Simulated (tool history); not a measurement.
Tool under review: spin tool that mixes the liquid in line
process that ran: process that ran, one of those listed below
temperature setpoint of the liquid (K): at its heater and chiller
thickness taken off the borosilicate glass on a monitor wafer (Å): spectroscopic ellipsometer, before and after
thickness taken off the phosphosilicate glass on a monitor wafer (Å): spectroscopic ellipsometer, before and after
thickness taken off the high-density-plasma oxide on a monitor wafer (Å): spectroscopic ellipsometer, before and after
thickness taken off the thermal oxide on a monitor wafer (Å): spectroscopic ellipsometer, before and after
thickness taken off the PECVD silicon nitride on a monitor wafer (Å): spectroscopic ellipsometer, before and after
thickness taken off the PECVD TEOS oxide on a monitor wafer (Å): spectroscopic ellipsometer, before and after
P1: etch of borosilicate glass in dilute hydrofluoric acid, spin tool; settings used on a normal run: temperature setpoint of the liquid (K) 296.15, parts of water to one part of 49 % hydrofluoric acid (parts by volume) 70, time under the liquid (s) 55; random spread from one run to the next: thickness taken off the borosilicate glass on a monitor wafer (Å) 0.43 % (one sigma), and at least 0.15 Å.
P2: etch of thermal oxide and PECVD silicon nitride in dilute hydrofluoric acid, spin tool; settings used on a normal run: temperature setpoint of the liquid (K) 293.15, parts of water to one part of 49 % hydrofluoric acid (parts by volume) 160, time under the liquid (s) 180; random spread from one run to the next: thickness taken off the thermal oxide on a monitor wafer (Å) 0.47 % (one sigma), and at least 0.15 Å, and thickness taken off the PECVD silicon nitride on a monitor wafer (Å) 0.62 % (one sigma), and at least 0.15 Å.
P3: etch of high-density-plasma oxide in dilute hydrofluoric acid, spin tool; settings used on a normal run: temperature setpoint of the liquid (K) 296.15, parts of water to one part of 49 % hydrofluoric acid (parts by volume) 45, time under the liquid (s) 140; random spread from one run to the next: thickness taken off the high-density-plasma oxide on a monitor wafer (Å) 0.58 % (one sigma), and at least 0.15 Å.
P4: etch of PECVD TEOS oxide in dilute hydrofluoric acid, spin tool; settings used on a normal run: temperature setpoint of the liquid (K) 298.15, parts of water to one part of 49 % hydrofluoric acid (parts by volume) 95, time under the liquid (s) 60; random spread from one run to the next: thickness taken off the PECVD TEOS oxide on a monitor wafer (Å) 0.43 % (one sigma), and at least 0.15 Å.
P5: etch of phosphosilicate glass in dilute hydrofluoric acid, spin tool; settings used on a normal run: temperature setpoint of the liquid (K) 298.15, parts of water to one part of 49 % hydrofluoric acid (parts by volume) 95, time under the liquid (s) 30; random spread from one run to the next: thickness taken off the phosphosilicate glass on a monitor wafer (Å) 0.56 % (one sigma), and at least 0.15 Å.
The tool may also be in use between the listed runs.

run,hour,process that ran,temperature setpoint of the liquid (K),parts of water to one part of 49 % hydrofluoric acid (parts by volume),time under the liquid (s),thickness taken off the borosilicate glass on a monitor wafer (Å),thickness taken off the phosphosilicate glass on a monitor wafer (Å),thickness taken off the high-density-plasma oxide on a monitor wafer (Å),thickness taken off the thermal oxide on a monitor wafer (Å),thickness taken off the PECVD silicon nitride on a monitor wafer (Å),thickness taken off the PECVD TEOS oxide on a monitor wafer (Å)
1,11.8,P1,296.15,70,55,416.71,,,,,
2,18.0,P1,296.15,70,55,416.31,,,,,
3,27.4,P5,298.15,95,30,,197.01,,,,
4,33.3,P3,291.15,45,140,,,274.48,,,
5,39.6,P3,296.15,45,140,,,343.14,,,
6,46.6,P1,296.15,70,20,151.90,,,,,
7,57.9,P2,293.15,160,180,,,,45.384,48.751,
8,64.1,P5,298.15,95,60,,397.71,,,,
9,69.9,P1,296.15,70,55,416.69,,,,,
10,78.0,P4,298.15,95,60,,,,,,99.799
11,87.4,P3,296.15,65,140,,,231.21,,,
12,95.2,P3,296.15,45,140,,,336.34,,,
13,100.9,P1,296.15,100,55,281.87,,,,,
14,110.4,P1,300.65,70,55,503.75,,,,,
15,118.5,P1,296.15,110,95,437.92,,,,,
16,126.5,P2,290.15,160,180,,,,40.276,40.067,
17,134.5,P2,293.15,280,180,,,,22.655,28.309,
18,140.3,P4,298.15,95,15,,,,,,25.089
19,151.5,P3,296.15,45,205,,,501.16,,,
20,161.4,P5,298.15,135,30,,133.83,,,,
21,172.7,P1,290.15,70,55,322.19,,,,,
22,181.0,P4,298.15,180,60,,,,,,47.884
23,187.1,P4,303.65,95,60,,,,,,123.880
24,195.0,P2,293.15,160,325,,,,81.755,88.258,
25,201.1,P1,296.15,35,30,480.83,,,,,
26,209.0,P1,296.15,70,55,416.75,,,,,
27,219.8,P1,301.15,30,55,1266.40,,,,,
28,231.7,P5,293.15,95,30,,162.71,,,,
29,237.7,P1,296.15,20,55,1560.60,,,,,
30,247.6,P1,296.15,70,95,715.82,,,,,
31,259.5,P1,296.15,70,55,417.10,,,,,
32,271.8,P1,296.15,70,55,403.47,,,,,
33,282.3,P1,296.15,70,55,392.74,,,,,
34,288.3,P1,296.15,70,55,393.75,,,,,
35,300.2,P1,296.15,70,55,386.88,,,,,
36,306.9,P1,296.15,70,55,386.00,,,,,
37,318.3,P1,296.15,70,55,385.35,,,,,
38,327.7,P1,296.15,70,55,381.04,,,,,
39,339.3,P1,296.15,70,55,379.99,,,,,
40,349.1,P1,296.15,70,55,380.93,,,,,
41,359.1,P1,296.15,70,55,380.59,,,,,

What P1 gives has crept off from where it sat before. The 2 causes that follow fit the log equally well, each at the size noted:
A: hydrofluoric acid flow below the setpoint (%) = 8.29
B: liquid colder than its thermometer reads (K) = 2.29
Onset of the creep was near hour 259.5.

Of the 4 check runs listed below, each run on one wafer and each result written as a question mark, which would let you distinguish the listed causes because they would give clearly different results?
check 1,369.1,P4,298.15,95,60,,,,,,?
check 2,369.1,P3,296.15,45,140,,,?,,,
check 3,369.1,P2,293.15,160,180,,,,?,?,
check 4,369.1,P5,298.15,95,30,,?,,,,

If the cause were each of the candidates in turn, the checks would give the following:
check,result,if A,if B
check 1,thickness taken off the PECVD TEOS oxide on a monitor wafer (Å),91.050,91.617
check 2,thickness taken off the high-density-plasma oxide on a monitor wafer (Å),311.04,309.69
check 3,thickness taken off the thermal oxide on a monitor wafer (Å),40.682,41.075
check 3,thickness taken off the PECVD silicon nitride on a monitor wafer (Å),44.914,41.887
check 4,thickness taken off the phosphosilicate glass on a monitor wafer (Å),179.96,181.07
How far apart the two closest causes lie, in the result that separates them most: check 1 0.62 %; check 2 0.43 %; check 3 6.98 %; check 4 0.62 %
Check 3 distinguishes between the causes, while the remaining checks would return nearly the same result for all of them.

Then check 3 was run and gave: thickness taken off the thermal oxide on a monitor wafer (Å) 40.750; thickness taken off the PECVD silicon nitride on a monitor wafer (Å) 45.269. Which cause is it?

A is the cause: hydrofluoric acid flow below the setpoint (%).

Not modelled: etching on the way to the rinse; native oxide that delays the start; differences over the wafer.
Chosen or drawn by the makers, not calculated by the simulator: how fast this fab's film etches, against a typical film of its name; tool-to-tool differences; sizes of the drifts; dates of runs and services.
